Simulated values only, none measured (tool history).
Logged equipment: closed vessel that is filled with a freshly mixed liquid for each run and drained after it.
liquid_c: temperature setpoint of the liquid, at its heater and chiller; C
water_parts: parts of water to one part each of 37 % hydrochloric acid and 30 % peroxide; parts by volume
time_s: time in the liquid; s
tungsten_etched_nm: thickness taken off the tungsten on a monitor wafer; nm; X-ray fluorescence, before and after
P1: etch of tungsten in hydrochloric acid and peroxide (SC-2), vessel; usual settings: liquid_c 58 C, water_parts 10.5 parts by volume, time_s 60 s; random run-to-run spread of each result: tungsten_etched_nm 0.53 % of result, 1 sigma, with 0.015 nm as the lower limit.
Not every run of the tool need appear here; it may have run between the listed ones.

{"run": 1, "day": 0.196, "liquid_c": 58, "water_parts": 10.5, "time_s": 60, "tungsten_etched_nm": 21.942}
{"run": 2, "day": 0.454, "liquid_c": 48, "water_parts": 4, "time_s": 60, "tungsten_etched_nm": 23.574}
{"day": 0.683, "done": "new drum of peroxide connected"}
{"run": 3, "day": 0.762, "liquid_c": 58, "water_parts": 10.5, "time_s": 60, "tungsten_etched_nm": 21.973}
{"run": 4, "day": 1.062, "liquid_c": 58, "water_parts": 10.5, "time_s": 60, "tungsten_etched_nm": 21.891}
{"run": 5, "day": 1.288, "liquid_c": 58, "water_parts": 4, "time_s": 60, "tungsten_etched_nm": 45.8}
{"run": 6, "day": 1.45, "liquid_c": 58, "water_parts": 10.5, "time_s": 105, "tungsten_etched_nm": 38.356}
{"run": 7, "day": 1.729, "liquid_c": 70.5, "water_parts": 4, "time_s": 60, "tungsten_etched_nm": 98.684}
{"run": 8, "day": 1.958, "liquid_c": 58, "water_parts": 10.5, "time_s": 60, "tungsten_etched_nm": 21.955}
{"run": 9, "day": 2.146, "liquid_c": 65, "water_parts": 15, "time_s": 60, "tungsten_etched_nm": 24.683}
{"run": 10, "day": 2.479, "liquid_c": 58, "water_parts": 10.5, "time_s": 30, "tungsten_etched_nm": 10.988}
{"run": 11, "day": 2.821, "liquid_c": 58, "water_parts": 10.5, "time_s": 60, "tungsten_etched_nm": 22.01}
{"run": 12, "day": 3.062, "liquid_c": 71, "water_parts": 10.5, "time_s": 60, "tungsten_etched_nm": 48.533}
{"run": 13, "day": 3.3, "liquid_c": 58, "water_parts": 18.5, "time_s": 60, "tungsten_etched_nm": 13.25}
{"run": 14, "day": 3.533, "liquid_c": 42, "water_parts": 10.5, "time_s": 60, "tungsten_etched_nm": 7.5258}
{"run": 15, "day": 3.762, "liquid_c": 58, "water_parts": 10.5, "time_s": 60, "tungsten_etched_nm": 22.039}
{"run": 16, "day": 4.058, "liquid_c": 58, "water_parts": 10.5, "time_s": 60, "tungsten_etched_nm": 22.134}
{"run": 17, "day": 4.342, "liquid_c": 58, "water_parts": 10.5, "time_s": 60, "tungsten_etched_nm": 22.515}
{"run": 18, "day": 4.658, "liquid_c": 58, "water_parts": 10.5, "time_s": 60, "tungsten_etched_nm": 23.099}
{"run": 19, "day": 4.988, "liquid_c": 58, "water_parts": 10.5, "time_s": 60, "tungsten_etched_nm": 23.198}
{"run": 20, "day": 5.179, "liquid_c": 58, "water_parts": 10.5, "time_s": 60, "tungsten_etched_nm": 23.222}
{"run": 21, "day": 5.412, "liquid_c": 58, "water_parts": 10.5, "time_s": 60, "tungsten_etched_nm": 23.409}
{"run": 22, "day": 5.592, "liquid_c": 58, "water_parts": 10.5, "time_s": 60, "tungsten_etched_nm": 23.622}
{"run": 23, "day": 5.808, "liquid_c": 58, "water_parts": 10.5, "time_s": 60, "tungsten_etched_nm": 23.741}
{"run": 24, "day": 6.079, "liquid_c": 58, "water_parts": 10.5, "time_s": 60, "tungsten_etched_nm": 23.555}
{"run": 25, "day": 6.312, "liquid_c": 58, "water_parts": 10.5, "time_s": 60, "tungsten_etched_nm": 23.718}
{"run": 26, "day": 6.579, "liquid_c": 58, "water_parts": 10.5, "time_s": 60, "tungsten_etched_nm": 23.552}

P1 has crept away from where it was. The log is fitted equally well by each of these 2 causes, at the sizes shown:
A: chemicals flow above the setpoint (%) = 9.15
B: liquid hotter than its thermometer reads (K) = 1.16
The onset of the drift is placed at about day 4.058.
All other causes, with the reason each is excluded:
peroxide weaker than its label (%): at most 8, giving a -7.4 % change in tungsten_etched_nm: too small, or against the direction of the creep

Which of the check runs below tells the causes apart, meaning the causes would give it clearly different results? Each run uses 5 wafers whose results are averaged, and each result is shown as a question mark.
{"run": "check 1", "day": 6.846, "liquid_c": 51.5, "water_parts": 18, "time_s": 60, "tungsten_etched_nm": "?"}
{"run": "check 2", "day": 6.846, "liquid_c": 58, "water_parts": 7.5, "time_s": 30, "tungsten_etched_nm": "?"}
{"run": "check 3", "day": 6.846, "liquid_c": 48, "water_parts": 4, "time_s": 60, "tungsten_etched_nm": "?"}
{"run": "check 4", "day": 6.846, "liquid_c": 50.5, "water_parts": 10.5, "time_s": 60, "tungsten_etched_nm": "?"}

If the cause were each of the candidates in turn, the checks would give the following:
check=check_1 result=tungsten_etched_nm if_A=9.7373 if_B=9.717
check=check_2 result=tungsten_etched_nm if_A=15.46 if_B=15.536
check=check_3 result=tungsten_etched_nm if_A=25.159 if_B=25.682
check=check_4 result=tungsten_etched_nm if_A=14.502 if_B=14.557
How far apart the two closest causes lie, in the result that separates them most: check 1 0.21 %; check 2 0.49 %; check 3 2.06 %; check 4 0.38 %
Check 3 tells the causes apart: in the others they would give nearly the same result.

Here is what check 3 returned: tungsten_etched_nm 25.585 nm. Which cause is it?

It was cause B: liquid hotter than its thermometer reads (K).
